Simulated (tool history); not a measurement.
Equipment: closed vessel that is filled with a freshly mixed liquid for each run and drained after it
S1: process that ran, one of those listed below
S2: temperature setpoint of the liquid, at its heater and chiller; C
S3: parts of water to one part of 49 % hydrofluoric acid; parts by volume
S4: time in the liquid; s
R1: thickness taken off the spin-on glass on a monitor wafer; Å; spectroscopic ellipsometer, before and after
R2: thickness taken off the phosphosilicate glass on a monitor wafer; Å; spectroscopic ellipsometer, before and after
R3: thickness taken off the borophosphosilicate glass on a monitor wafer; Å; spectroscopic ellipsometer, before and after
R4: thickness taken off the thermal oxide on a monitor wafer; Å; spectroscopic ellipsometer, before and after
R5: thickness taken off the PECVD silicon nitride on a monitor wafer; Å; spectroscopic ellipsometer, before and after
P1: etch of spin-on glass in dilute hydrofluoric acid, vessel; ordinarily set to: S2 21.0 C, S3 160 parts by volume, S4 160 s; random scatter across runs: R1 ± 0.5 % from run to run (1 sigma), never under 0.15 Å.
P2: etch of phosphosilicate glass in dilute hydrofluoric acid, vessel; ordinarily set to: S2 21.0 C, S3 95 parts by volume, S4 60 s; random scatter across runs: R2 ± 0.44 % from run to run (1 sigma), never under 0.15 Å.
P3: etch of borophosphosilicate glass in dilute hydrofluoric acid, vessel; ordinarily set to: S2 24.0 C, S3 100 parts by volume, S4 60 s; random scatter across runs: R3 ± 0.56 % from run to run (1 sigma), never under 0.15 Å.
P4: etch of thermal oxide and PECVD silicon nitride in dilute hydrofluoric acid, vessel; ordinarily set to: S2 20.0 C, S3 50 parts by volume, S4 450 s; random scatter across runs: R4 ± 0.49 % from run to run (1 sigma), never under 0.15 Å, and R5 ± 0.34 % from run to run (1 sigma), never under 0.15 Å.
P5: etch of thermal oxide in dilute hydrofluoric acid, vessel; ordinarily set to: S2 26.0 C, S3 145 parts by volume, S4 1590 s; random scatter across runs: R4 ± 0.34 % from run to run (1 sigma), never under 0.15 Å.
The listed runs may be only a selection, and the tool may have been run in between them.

run   hour  S1    S2   S3    S4       R1      R2      R3         R4      R5
  1    7.5  P1  21.0  160   160  352.260
  2   13.8  P2  21.0   95    60           716.01
  3   18.0  P3  24.0  100   115                   596.23
  4   25.5  P1  17.0  160    75  141.480
  5   31.6  P4  20.0   70   450                            275.0900  193.06
  6   39.0  P1  21.0  160    30   66.606
  7   45.2  P1  21.0  160   160  353.770
  8   51.8  P2  21.0  160    60           399.88
  9   56.0  P4  20.0   50   860                            757.5900  510.88
 10   63.2  P1  21.0   95    30  119.370
 11   70.1  P2  28.0   95    60           951.66
 12   73.6  P3  31.0  100    60                   407.94
 13   79.2  P1  21.0  160   235  519.570
 14   87.0  P5  26.0   45  1590                           1934.5000
 15   91.8  P4  17.0   50   450                            346.5300  216.32
 16   98.2  P1  21.0  160   160  348.360
 17  102.9  P1  21.0  160   160  354.460
 18  106.8  P1  21.0  160   160  351.670
 19  114.5  P1  25.0  160   160  412.310
 20  119.7  P4  20.0   50   450                            398.3500  265.58
 21  125.1  P3  24.0  100    60                   313.88
 22  129.8  P5  26.0  145  1590                            525.2200
 23  135.9  P1  21.0   70   160  890.490
 24  141.6  P2  21.0   95    30           362.44
 25  145.7  P5  26.0  145    30                              9.6882
 26  153.1  P4  20.0   50   450                            398.2400  267.74
 27  160.5  P2  21.0   95    60           717.63
 28  167.9  P1  17.0  160   160  301.530
 29  171.4  P1  21.0  285   160  173.750
 30  175.2  P1  21.0  160   160  351.840
 31  178.9  P1  17.5  245   160  184.970
 32  183.3  P3  24.0   60    60                   548.05
 33  186.9  P5  18.0  145  1590                            385.1900
 34  191.6  P1  21.0  160   160  355.100
 35  196.7  P1  21.0  160   160  360.240
 36  202.2  P1  21.0  160   160  372.770
 37  205.8  P1  21.0  160   160  375.140
 38  210.2  P1  21.0  160   160  377.520
 39  215.2  P1  21.0  160   160  380.780
 40  220.7  P1  21.0  160   160  381.110
 41  228.5  P1  21.0  160   160  384.160
 42  232.3  P1  21.0  160   160  383.250

P1 no longer gives what it gave before; its output has crept away from where it was. The following 2 causes, each at its listed size, fit the log equally well:
A: liquid hotter than its thermometer reads (K) = 2.14
B: hydrofluoric acid flow above the setpoint (%) = 7.35
Creep in the process output first set in at about hour 191.6.

Consider the 4 single-wafer check runs listed below, results given as question marks: which one distinguishes between the causes by giving clearly different results for each?
check 1  236.1  P3  29.5  100  110           ?
check 2  236.1  P4  20.0   50  860               ?   ?
check 3  236.1  P5  26.0  145  115               ?
check 4  236.1  P2  26.0   95   35       ?

Check results expected under each cause:
  check  result      if A      if B
check 1      R3    771.45    772.04
check 2      R4  829.0400  816.5600
check 2      R5    590.63    545.97
check 3      R4   41.1840   41.3240
check 4      R2    557.81    555.90
Per-check spread between the two closest causes, in the result where they differ most: check 1 0.08 %; check 2 7.86 %; check 3 0.34 %; check 4 0.34 %
Check 2 is the one run that separates the causes; every other check would come out nearly the same whichever cause is at work.

Then check 2 was run and gave: R4 820.2800 Å; R5 593.41 Å. Which cause is it?

It is A: liquid hotter than its thermometer reads (K).

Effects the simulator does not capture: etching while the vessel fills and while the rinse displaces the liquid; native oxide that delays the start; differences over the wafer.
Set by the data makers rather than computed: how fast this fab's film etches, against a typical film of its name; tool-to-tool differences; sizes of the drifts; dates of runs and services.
